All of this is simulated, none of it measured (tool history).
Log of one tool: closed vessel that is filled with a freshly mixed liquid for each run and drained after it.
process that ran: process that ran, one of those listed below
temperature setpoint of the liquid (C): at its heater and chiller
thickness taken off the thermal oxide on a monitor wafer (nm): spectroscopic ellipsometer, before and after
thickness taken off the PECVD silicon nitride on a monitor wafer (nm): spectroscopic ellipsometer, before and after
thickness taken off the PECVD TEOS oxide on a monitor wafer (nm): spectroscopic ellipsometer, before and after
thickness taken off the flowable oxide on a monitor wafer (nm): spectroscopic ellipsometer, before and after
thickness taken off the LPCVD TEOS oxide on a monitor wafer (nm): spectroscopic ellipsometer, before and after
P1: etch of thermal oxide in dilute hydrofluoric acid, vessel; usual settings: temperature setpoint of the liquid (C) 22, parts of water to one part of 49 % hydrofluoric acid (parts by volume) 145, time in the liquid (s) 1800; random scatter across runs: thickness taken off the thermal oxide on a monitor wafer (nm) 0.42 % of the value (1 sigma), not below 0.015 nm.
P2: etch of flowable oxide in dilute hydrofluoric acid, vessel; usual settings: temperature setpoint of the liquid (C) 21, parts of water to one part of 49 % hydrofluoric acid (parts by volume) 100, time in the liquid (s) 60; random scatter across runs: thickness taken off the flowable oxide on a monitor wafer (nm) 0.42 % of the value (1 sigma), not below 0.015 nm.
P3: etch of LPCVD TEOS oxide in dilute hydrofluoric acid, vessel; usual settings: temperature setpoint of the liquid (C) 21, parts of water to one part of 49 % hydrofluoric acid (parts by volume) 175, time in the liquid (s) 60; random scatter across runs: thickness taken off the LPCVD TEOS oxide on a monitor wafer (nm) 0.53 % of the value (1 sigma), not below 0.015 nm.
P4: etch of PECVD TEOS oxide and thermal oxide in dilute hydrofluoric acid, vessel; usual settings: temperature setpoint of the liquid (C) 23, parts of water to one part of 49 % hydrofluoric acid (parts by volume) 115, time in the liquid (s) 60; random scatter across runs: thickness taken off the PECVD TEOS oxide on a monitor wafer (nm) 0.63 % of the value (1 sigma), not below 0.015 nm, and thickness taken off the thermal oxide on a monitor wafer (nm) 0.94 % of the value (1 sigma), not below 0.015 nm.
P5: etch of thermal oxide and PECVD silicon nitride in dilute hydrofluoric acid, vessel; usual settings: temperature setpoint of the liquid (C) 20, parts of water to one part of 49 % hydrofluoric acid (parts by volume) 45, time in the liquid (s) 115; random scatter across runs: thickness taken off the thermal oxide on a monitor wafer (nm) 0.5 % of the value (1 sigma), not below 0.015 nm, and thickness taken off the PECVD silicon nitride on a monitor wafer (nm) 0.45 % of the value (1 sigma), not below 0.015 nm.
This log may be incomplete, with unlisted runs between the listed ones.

| run | hour | process that ran | temperature setpoint of the liquid (C) | parts of water to one part of 49 % hydrofluoric acid (parts by volume) | time in the liquid (s) | hours since the thermometer was replaced | hours since the hydrofluoric acid flow meter was replaced | thickness taken off the thermal oxide on a monitor wafer (nm) | thickness taken off the PECVD silicon nitride on a monitor wafer (nm) | thickness taken off the PECVD TEOS oxide on a monitor wafer (nm) | thickness taken off the flowable oxide on a monitor wafer (nm) | thickness taken off the LPCVD TEOS oxide on a monitor wafer (nm) |
|---|---|---|---|---|---|---|---|---|---|---|---|---|
| 1 | 7.4 | P1 | 22 | 145 | 1800 | 2008.9 | 182.2 | 53.807 |  |  |  |  |
| 2 | 16 | P5 | 20 | 45 | 215 | 2017.5 | 190.8 | 21.665 | 20.427 |  |  |  |
| 3 | 23.2 | P5 | 20 | 45 | 115 | 2024.7 | 198 | 11.503 | 11.024 |  |  |  |
| 4 | 32.7 | P1 | 29 | 145 | 1800 | 2034.2 | 207.5 | 70.166 |  |  |  |  |
|  | 33 | hydrofluoric acid flow meter replaced |
| 5 | 45.1 | P5 | 20 | 45 | 115 | 2046.6 | 12.1 | 11.643 | 11.085 |  |  |  |
| 6 | 52.9 | P4 | 29.5 | 115 | 60 | 2054.4 | 19.9 | 2.8082 |  | 5.2269 |  |  |
| 7 | 59 | P2 | 21 | 100 | 60 | 2060.5 | 26 |  |  |  | 11.198 |  |
| 8 | 67.4 | P3 | 21 | 270 | 60 | 2068.9 | 34.4 |  |  |  |  | 6.7959 |
| 9 | 73.1 | P2 | 21 | 100 | 110 | 2074.6 | 40.1 |  |  |  | 20.507 |  |
| 10 | 80.5 | P1 | 22 | 200 | 1800 | 2082 | 47.5 | 36.901 |  |  |  |  |
| 11 | 88.5 | P5 | 20 | 30 | 115 | 2090 | 55.5 | 17.796 | 16.426 |  |  |  |
| 12 | 96.8 | P2 | 29.5 | 100 | 60 | 2098.3 | 63.8 |  |  |  | 15.702 |  |
| 13 | 107.1 | P1 | 22 | 145 | 1800 | 2108.6 | 74.1 | 53.633 |  |  |  |  |
| 14 | 116.5 | P3 | 28.5 | 175 | 60 | 2118 | 83.5 |  |  |  |  | 15.104 |
| 15 | 124.9 | P1 | 17 | 145 | 3280 | 2126.4 | 91.9 | 79.857 |  |  |  |  |
| 16 | 131.1 | P3 | 21 | 175 | 60 | 2132.6 | 98.1 |  |  |  |  | 11.487 |
| 17 | 143.1 | P1 | 22 | 145 | 1800 | 2144.6 | 110.1 | 53.725 |  |  |  |  |
| 18 | 151.5 | P1 | 22 | 145 | 480 | 2153 | 118.5 | 14.382 |  |  |  |  |
| 19 | 157.6 | P1 | 22 | 145 | 1800 | 2159.1 | 124.6 | 53.882 |  |  |  |  |
| 20 | 166.6 | P1 | 18 | 145 | 1800 | 2168.1 | 133.6 | 45.781 |  |  |  |  |
| 21 | 174.8 | P4 | 23 | 115 | 60 | 2176.3 | 141.8 | 2.1821 |  | 4.1158 |  |  |
| 22 | 186 | P4 | 23 | 205 | 60 | 2187.5 | 153 | 1.1179 |  | 2.0703 |  |  |
| 23 | 195.7 | P4 | 23 | 115 | 100 | 2197.2 | 162.7 | 3.6635 |  | 6.9169 |  |  |
| 24 | 202.3 | P2 | 21 | 100 | 60 | 2203.8 | 169.3 |  |  |  | 11.25 |  |
| 25 | 211.4 | P1 | 22 | 145 | 1800 | 2212.9 | 178.4 | 54.001 |  |  |  |  |
| 26 | 220 | P1 | 22 | 145 | 2760 | 2221.5 | 187 | 82.181 |  |  |  |  |

Expected results for the next run?
| 27 | 230.2 | P3 | 21 | 175 | 60 | 2231.7 | 197.2 |  |  |  |  | ? |

{"run 27": {"thickness taken off the LPCVD TEOS oxide on a monitor wafer (nm)": 11.535}}

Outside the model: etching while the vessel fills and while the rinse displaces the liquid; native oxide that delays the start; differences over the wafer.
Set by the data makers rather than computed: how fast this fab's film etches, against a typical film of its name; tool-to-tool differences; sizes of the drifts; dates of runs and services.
